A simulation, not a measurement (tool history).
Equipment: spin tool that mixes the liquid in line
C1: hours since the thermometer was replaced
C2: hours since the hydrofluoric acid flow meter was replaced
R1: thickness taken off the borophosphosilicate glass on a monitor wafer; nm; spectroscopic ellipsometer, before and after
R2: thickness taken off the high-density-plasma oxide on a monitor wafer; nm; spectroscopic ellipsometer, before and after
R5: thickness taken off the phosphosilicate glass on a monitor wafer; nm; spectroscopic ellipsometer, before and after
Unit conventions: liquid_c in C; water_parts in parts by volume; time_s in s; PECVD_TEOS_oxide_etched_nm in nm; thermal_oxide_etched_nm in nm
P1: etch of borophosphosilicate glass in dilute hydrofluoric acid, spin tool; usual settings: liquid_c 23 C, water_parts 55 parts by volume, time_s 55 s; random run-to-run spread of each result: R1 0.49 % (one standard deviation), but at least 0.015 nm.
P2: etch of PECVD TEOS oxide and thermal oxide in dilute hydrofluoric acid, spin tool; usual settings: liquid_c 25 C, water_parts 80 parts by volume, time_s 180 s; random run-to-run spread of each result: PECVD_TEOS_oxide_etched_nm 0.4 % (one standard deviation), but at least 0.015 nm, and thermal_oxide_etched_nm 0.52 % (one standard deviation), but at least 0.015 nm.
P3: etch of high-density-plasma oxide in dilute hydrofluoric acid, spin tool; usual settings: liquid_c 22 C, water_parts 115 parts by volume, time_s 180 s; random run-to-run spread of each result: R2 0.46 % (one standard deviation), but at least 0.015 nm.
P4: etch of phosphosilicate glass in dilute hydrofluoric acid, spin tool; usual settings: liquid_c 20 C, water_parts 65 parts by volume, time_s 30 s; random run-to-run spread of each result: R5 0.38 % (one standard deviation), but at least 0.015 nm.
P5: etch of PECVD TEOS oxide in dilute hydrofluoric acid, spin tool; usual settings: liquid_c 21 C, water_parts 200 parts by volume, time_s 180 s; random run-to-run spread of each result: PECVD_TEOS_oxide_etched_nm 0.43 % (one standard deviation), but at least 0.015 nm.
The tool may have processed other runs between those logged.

Run 1, hour 2.4: process P1, liquid_c 23 C, water_parts 55 parts by volume, time_s 55 s; C1 394.1; C2 83.8. Result: R1 42.606 nm.
Run 2, hour 6.9: process P3, liquid_c 30.5 C, water_parts 115 parts by volume, time_s 180 s; C1 398.6; C2 88.3. Result: R2 9.7861 nm.
Run 3, hour 10.7: process P2, liquid_c 25 C, water_parts 80 parts by volume, time_s 180 s; C1 402.4; C2 92.1. Result: PECVD_TEOS_oxide_etched_nm 38.909 nm, thermal_oxide_etched_nm 11.225 nm.
Run 4, hour 15: process P1, liquid_c 23 C, water_parts 55 parts by volume, time_s 85 s; C1 406.7; C2 96.4. Result: R1 66.171 nm.
Run 5, hour 19.4: process P4, liquid_c 20 C, water_parts 65 parts by volume, time_s 30 s; C1 411.1; C2 100.8. Result: R5 60.754 nm.
Run 6, hour 22.7: process P2, liquid_c 25 C, water_parts 135 parts by volume, time_s 180 s; C1 414.4; C2 104.1. Result: PECVD_TEOS_oxide_etched_nm 21.357 nm, thermal_oxide_etched_nm 6.2638 nm.
Run 7, hour 26.6: process P4, liquid_c 20 C, water_parts 65 parts by volume, time_s 15 s; C1 418.3; C2 108. Result: R5 30.491 nm.
Run 8, hour 30.3: process P1, liquid_c 23 C, water_parts 20 parts by volume, time_s 55 s; C1 422; C2 111.7. Result: R1 121.63 nm.
Run 9, hour 34: process P1, liquid_c 23 C, water_parts 55 parts by volume, time_s 55 s; C1 425.7; C2 115.4. Result: R1 42.588 nm.
Run 10, hour 36.8: process P5, liquid_c 21 C, water_parts 200 parts by volume, time_s 180 s; C1 428.5; C2 118.2. Result: PECVD_TEOS_oxide_etched_nm 10.238 nm.
At hour 38.8: thermometer replaced.
Run 11, hour 39.1: process P4, liquid_c 20 C, water_parts 65 parts by volume, time_s 30 s; C1 0.4; C2 120.5. Result: R5 60.777 nm.
Run 12, hour 43.3: process P1, liquid_c 19 C, water_parts 55 parts by volume, time_s 55 s; C1 4.6; C2 124.7. Result: R1 36.47 nm.
Run 13, hour 47.3: process P4, liquid_c 20 C, water_parts 25 parts by volume, time_s 30 s; C1 8.6; C2 128.7. Result: R5 167.35 nm.
Run 14, hour 51.7: process P1, liquid_c 27.5 C, water_parts 55 parts by volume, time_s 55 s; C1 13; C2 133.1. Result: R1 51.015 nm.
Run 15, hour 55: process P4, liquid_c 26.5 C, water_parts 65 parts by volume, time_s 30 s; C1 16.3; C2 136.4. Result: R5 79.033 nm.
Run 16, hour 58: process P3, liquid_c 22 C, water_parts 115 parts by volume, time_s 180 s; C1 19.3; C2 139.4. Result: R2 7.1027 nm.
Run 17, hour 62.3: process P1, liquid_c 23 C, water_parts 55 parts by volume, time_s 15 s; C1 23.6; C2 143.7. Result: R1 11.687 nm.
Run 18, hour 65.1: process P1, liquid_c 23 C, water_parts 55 parts by volume, time_s 55 s; C1 26.4; C2 146.5. Result: R1 42.951 nm.
Run 19, hour 69: process P1, liquid_c 28.5 C, water_parts 85 parts by volume, time_s 55 s; C1 30.3; C2 150.4. Result: R1 33.361 nm.
Run 20, hour 71.8: process P2, liquid_c 17.5 C, water_parts 80 parts by volume, time_s 180 s; C1 33.1; C2 153.2. Result: PECVD_TEOS_oxide_etched_nm 28.365 nm, thermal_oxide_etched_nm 8.255 nm.
Run 21, hour 77: process P2, liquid_c 25 C, water_parts 80 parts by volume, time_s 180 s; C1 38.3; C2 158.4. Result: PECVD_TEOS_oxide_etched_nm 38.877 nm, thermal_oxide_etched_nm 11.247 nm.
Run 22, hour 80.9: process P1, liquid_c 23 C, water_parts 55 parts by volume, time_s 55 s; C1 42.2; C2 162.3. Result: R1 42.76 nm.
Run 23, hour 85.7: process P5, liquid_c 21 C, water_parts 200 parts by volume, time_s 180 s; C1 47; C2 167.1. Result: PECVD_TEOS_oxide_etched_nm 10.175 nm.
Run 24, hour 90.9: process P3, liquid_c 22 C, water_parts 190 parts by volume, time_s 180 s; C1 52.2; C2 172.3. Result: R2 3.921 nm.
Run 25, hour 93.2: process P3, liquid_c 22 C, water_parts 115 parts by volume, time_s 300 s; C1 54.5; C2 174.6. Result: R2 11.701 nm.
Run 26, hour 96.5: process P5, liquid_c 21 C, water_parts 200 parts by volume, time_s 365 s; C1 57.8; C2 177.9. Result: PECVD_TEOS_oxide_etched_nm 20.839 nm.
Run 27, hour 100: process P2, liquid_c 25 C, water_parts 80 parts by volume, time_s 15 s; C1 61.3; C2 181.4. Result: PECVD_TEOS_oxide_etched_nm 3.2263 nm, thermal_oxide_etched_nm 0.96746 nm.
Run 28, hour 104.4: process P1, liquid_c 23 C, water_parts 55 parts by volume, time_s 55 s; C1 65.7; C2 185.8. Result: R1 42.855 nm.
Run 29, hour 108.1: process P5, liquid_c 21 C, water_parts 365 parts by volume, time_s 180 s; C1 69.4; C2 189.5. Result: PECVD_TEOS_oxide_etched_nm 4.7841 nm.
Run 30, hour 112.5: process P1, liquid_c 23 C, water_parts 75 parts by volume, time_s 55 s; C1 73.8; C2 193.9. Result: R1 30.557 nm.
Run 31, hour 116.1: process P5, liquid_c 29 C, water_parts 200 parts by volume, time_s 180 s; C1 77.4; C2 197.5. Result: PECVD_TEOS_oxide_etched_nm 13.789 nm.
Run 32, hour 118.8: process P1, liquid_c 23 C, water_parts 55 parts by volume, time_s 55 s; C1 80.1; C2 200.2. Result: R1 42.774 nm.
Run 33, hour 123.4: process P1, liquid_c 23 C, water_parts 55 parts by volume, time_s 55 s; C1 84.7; C2 204.8. Result: R1 41.42 nm.
Run 34, hour 127.9: process P1, liquid_c 23 C, water_parts 55 parts by volume, time_s 55 s; C1 89.2; C2 209.3. Result: R1 40.389 nm.
Run 35, hour 130.7: process P1, liquid_c 23 C, water_parts 55 parts by volume, time_s 55 s; C1 92; C2 212.1. Result: R1 40.873 nm.
Run 36, hour 135.7: process P1, liquid_c 23 C, water_parts 55 parts by volume, time_s 55 s; C1 97; C2 217.1. Result: R1 39.718 nm.
Run 37, hour 139.9: process P1, liquid_c 23 C, water_parts 55 parts by volume, time_s 55 s; C1 101.2; C2 221.3. Result: R1 39.784 nm.
Run 38, hour 144.2: process P1, liquid_c 23 C, water_parts 55 parts by volume, time_s 55 s; C1 105.5; C2 225.6. Result: R1 39.642 nm.
Run 39, hour 146.9: process P1, liquid_c 23 C, water_parts 55 parts by volume, time_s 55 s; C1 108.2; C2 228.3. Result: R1 39.624 nm.
Run 40, hour 151.6: process P1, liquid_c 23 C, water_parts 55 parts by volume, time_s 55 s; C1 112.9; C2 233. Result: R1 39.253 nm.
Run 41, hour 155.8: process P1, liquid_c 23 C, water_parts 55 parts by volume, time_s 55 s; C1 117.1; C2 237.2. Result: R1 39.101 nm.
Run 42, hour 160.3: process P1, liquid_c 23 C, water_parts 55 parts by volume, time_s 55 s; C1 121.6; C2 241.7. Result: R1 39.466 nm.
Run 43, hour 163.2: process P1, liquid_c 23 C, water_parts 55 parts by volume, time_s 55 s; C1 124.5; C2 244.6. Result: R1 39.374 nm.

P1 no longer gives what it gave before; its output has crept away from where it was. The following 2 causes, each at its listed size, fit the log equally well:
A: hydrofluoric acid flow below the setpoint (%) = 7.48
B: liquid colder than its thermometer reads (K) = 2.01
The gradual shift began around hour 118.8.

4 check runs are offered, one wafer each, their results left as question marks. Which one tells the causes apart?
Run check 1, hour 166.1: process P5, liquid_c 28.5 C, water_parts 350 parts by volume, time_s 180 s. Result: PECVD_TEOS_oxide_etched_nm ?.
Run check 2, hour 166.1: process P4, liquid_c 20 C, water_parts 45 parts by volume, time_s 15 s. Result: R5 ?.
Run check 3, hour 166.1: process P2, liquid_c 17.5 C, water_parts 80 parts by volume, time_s 180 s. Result: PECVD_TEOS_oxide_etched_nm ?, thermal_oxide_etched_nm ?.
Run check 4, hour 166.1: process P3, liquid_c 26.5 C, water_parts 115 parts by volume, time_s 180 s. Result: R2 ?.

If the cause were each of the candidates in turn, the checks would give the following:
  check                      result    if A    if B
check 1  PECVD_TEOS_oxide_etched_nm   5.869  6.1171
check 2                          R5  41.445  41.272
check 3  PECVD_TEOS_oxide_etched_nm  26.116  26.079
check 3     thermal_oxide_etched_nm   7.592  7.5812
check 4                          R2  7.6879  7.7796
Distance between the nearest two causes, measured in the result of the check that separates them most: check 1 4.14 %; check 2 0.42 %; check 3 0.14 %; check 4 1.19 %
Only check 1 tells the causes apart: in the others they would give nearly the same result.

With check 1 done, the readings were: PECVD_TEOS_oxide_etched_nm 5.8645 nm. Identify which of the listed causes applies.

The correct cause is A, namely: hydrofluoric acid flow below the setpoint (%).
